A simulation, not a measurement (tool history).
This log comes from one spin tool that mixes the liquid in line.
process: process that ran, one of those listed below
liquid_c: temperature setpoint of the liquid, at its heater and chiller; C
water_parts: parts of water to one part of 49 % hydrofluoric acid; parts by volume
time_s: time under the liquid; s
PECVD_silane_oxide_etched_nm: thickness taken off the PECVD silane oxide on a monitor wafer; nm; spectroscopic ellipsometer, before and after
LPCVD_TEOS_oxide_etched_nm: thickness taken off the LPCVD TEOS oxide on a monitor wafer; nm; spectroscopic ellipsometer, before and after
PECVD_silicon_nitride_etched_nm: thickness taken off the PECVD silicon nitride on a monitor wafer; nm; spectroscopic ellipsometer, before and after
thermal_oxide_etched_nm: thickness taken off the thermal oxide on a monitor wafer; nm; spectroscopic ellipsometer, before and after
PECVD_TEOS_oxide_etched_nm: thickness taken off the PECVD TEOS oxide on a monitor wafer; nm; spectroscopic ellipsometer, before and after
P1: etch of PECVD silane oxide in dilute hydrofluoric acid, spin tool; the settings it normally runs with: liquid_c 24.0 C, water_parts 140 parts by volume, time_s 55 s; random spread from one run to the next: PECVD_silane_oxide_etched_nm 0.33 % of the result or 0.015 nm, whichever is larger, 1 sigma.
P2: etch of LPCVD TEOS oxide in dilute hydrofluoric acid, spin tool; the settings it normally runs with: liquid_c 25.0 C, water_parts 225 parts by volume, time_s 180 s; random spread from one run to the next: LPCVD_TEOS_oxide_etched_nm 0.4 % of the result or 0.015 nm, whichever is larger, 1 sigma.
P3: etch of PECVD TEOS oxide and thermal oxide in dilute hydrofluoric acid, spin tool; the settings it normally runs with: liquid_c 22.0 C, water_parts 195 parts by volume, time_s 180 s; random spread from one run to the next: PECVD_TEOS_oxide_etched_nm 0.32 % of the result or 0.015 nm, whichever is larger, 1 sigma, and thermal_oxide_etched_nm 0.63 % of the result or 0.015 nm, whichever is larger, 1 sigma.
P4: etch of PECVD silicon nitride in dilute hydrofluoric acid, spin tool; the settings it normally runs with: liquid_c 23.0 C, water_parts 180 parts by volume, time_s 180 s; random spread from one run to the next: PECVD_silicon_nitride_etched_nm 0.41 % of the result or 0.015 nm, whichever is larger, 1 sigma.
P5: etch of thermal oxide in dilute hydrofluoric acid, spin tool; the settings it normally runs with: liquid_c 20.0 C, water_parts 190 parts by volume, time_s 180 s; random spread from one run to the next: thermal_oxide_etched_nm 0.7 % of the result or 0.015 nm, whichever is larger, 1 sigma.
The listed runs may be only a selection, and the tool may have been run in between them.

run   hour  process  liquid_c  water_parts  time_s  hours since the thermometer was replaced  hours since the hydrofluoric acid flow meter was replaced  PECVD_silane_oxide_etched_nm  LPCVD_TEOS_oxide_etched_nm  PECVD_silicon_nitride_etched_nm  thermal_oxide_etched_nm  PECVD_TEOS_oxide_etched_nm
  1    8.9       P1      24.0          140      55                                     394.2                                                     1255.0                       14.0760
  2   23.4       P2      25.0          320     180                                     408.7                                                     1269.5                                                    12.123
  3   35.7       P4      23.0          180      50                                     421.0                                                     1281.8                                                                                     1.4217
  4   50.4       P1      24.0          140      15                                     435.7                                                     1296.5                        3.8142
  5   63.0       P4      23.0           35     180                                     448.3                                                     1309.1                                                                                    26.0170
  6   69.6       P2      17.0          225     180                                     454.9                                                     1315.7                                                    14.083
  7   79.1       P1      29.0          140      55                                     464.4                                                     1325.2                       16.9760
  8   92.3       P1      24.0          140     110                                     477.6                                                     1338.4                       27.8630
  9  106.2       P1      24.0          245     105                                     491.5                                                     1352.3                       13.7210
 10  120.4       P4      18.0          180     180                                     505.7                                                     1366.5                                                                                     3.7332
 11  131.4       P1      24.0          140      55                                     516.7                                                     1377.5                       13.9950
 12  145.4       P1      24.0           25      55                                     530.7                                                     1391.5                       90.9790
 13  160.2       P1      24.0          255      55                                     545.5                                                     1406.3                        6.7421
 14  172.4       P2      25.0          225     355                                     557.7                                                     1418.5                                                    37.503
 15  184.2       P1      24.0          140      55                                     569.5                                                     1430.3                       14.0970
 16  190.9       P4      23.0          180     180                                     576.2                                                     1437.0                                                                                     5.2111
 17  200.2       P5      27.5          190     180                                     585.5                                                     1446.3                                                                                                              5.0391
 18  208.8       P5      20.0          190     180                                     594.1                                                     1454.9                                                                                                              3.8586
 19  219.4       P1      18.5          140      55                                     604.7                                                     1465.5                       11.2870
 20  227.5       P1      24.0          140      55                                     612.8                                                     1473.6                       14.0590
 21  236.0       P2      25.0          225     180                                     621.3                                                     1482.1                                                    19.057
 22  248.3       P5      20.0          100     180                                     633.6                                                     1494.4                                                                                                              7.9560
 23  260.9       P3      22.0          195     270                                     646.2                                                     1507.0                                                                                                              5.5789                      24.362
 24  270.3       P3      22.0          195     180                                     655.6                                                     1516.4                                                                                                              3.7348                      16.223
     270.7  -- hydrofluoric acid flow meter replaced
 25  281.8       P3      22.0          195     180                                     667.1                                                       11.1                                                                                                              3.6642                      16.218
 26  294.7       P1      24.0          140      55                                     680.0                                                       24.0                       13.9780
 27  307.1       P4      23.0          180     180                                     692.4                                                       36.4                                                                                     5.2292
 28  313.5       P5      20.0          190     350                                     698.8                                                       42.8                                                                                                              7.4432
 29  326.7       P3      22.0          100     180                                     712.0                                                       56.0                                                                                                              8.0054                      34.936
 30  334.5       P1      24.0          140      55                                     719.8                                                       63.8                       14.0320
 31  342.3       P3      26.5          195     180                                     727.6                                                       71.6                                                                                                              4.4424                      19.060
 32  350.6       P1      24.0          140      55                                     735.9                                                       79.9                       14.0830
 33  359.8       P1      24.0          140      55                                     745.1                                                       89.1                       13.6820
 34  373.2       P1      24.0          140      55                                     758.5                                                      102.5                       13.2490
 35  379.8       P1      24.0          140      55                                     765.1                                                      109.1                       13.2200
 36  389.3       P1      24.0          140      55                                     774.6                                                      118.6                       13.1870
 37  396.7       P1      24.0          140      55                                     782.0                                                      126.0                       13.1430
 38  403.5       P1      24.0          140      55                                     788.8                                                      132.8                       13.0860
 39  415.3       P1      24.0          140      55                                     800.6                                                      144.6                       13.1030

P1 no longer gives what it gave before; its output has crept away from where it was. The following 2 causes, each at its listed size, fit the log equally well:
A: hydrofluoric acid flow below the setpoint (%) = 5.75
B: liquid colder than its thermometer reads (K) = 1.78
Creep in the process output first set in at about hour 350.6.

Consider the 4 single-wafer check runs listed below, results given as question marks: which one distinguishes between the causes by giving clearly different results for each?
check 1  427.1       P3      25.0          195     180                                                                                                                                                                                                                        ?                           ?
check 2  427.1       P4      23.0           55     180                                                                                                                                                                                               ?
check 3  427.1       P5      23.0          190     350                                                                                                                                                                                                                        ?
check 4  427.1       P2      18.0          225     345                                                                                                                                                              ?

Outcome of each check run for each possible cause:
  check                           result     if A     if B
check 1          thermal_oxide_etched_nm   3.8733   3.8981
check 1       PECVD_TEOS_oxide_etched_nm   16.854   16.962
check 2  PECVD_silicon_nitride_etched_nm  15.7760  14.8070
check 3          thermal_oxide_etched_nm   7.7321   7.7620
check 4       LPCVD_TEOS_oxide_etched_nm   26.166   26.211
Separation of the two closest causes in each check, using whichever result separates them best: check 1 0.64 %; check 2 6.34 %; check 3 0.39 %; check 4 0.17 %
Of the check runs offered, only check 2 discriminates between the causes; the rest would read about the same regardless of which cause applies.

With check 2 done, the readings were: PECVD_silicon_nitride_etched_nm 14.8510 nm. Identify which of the listed causes applies.

Of the candidate causes, it is B: liquid colder than its thermometer reads (K).
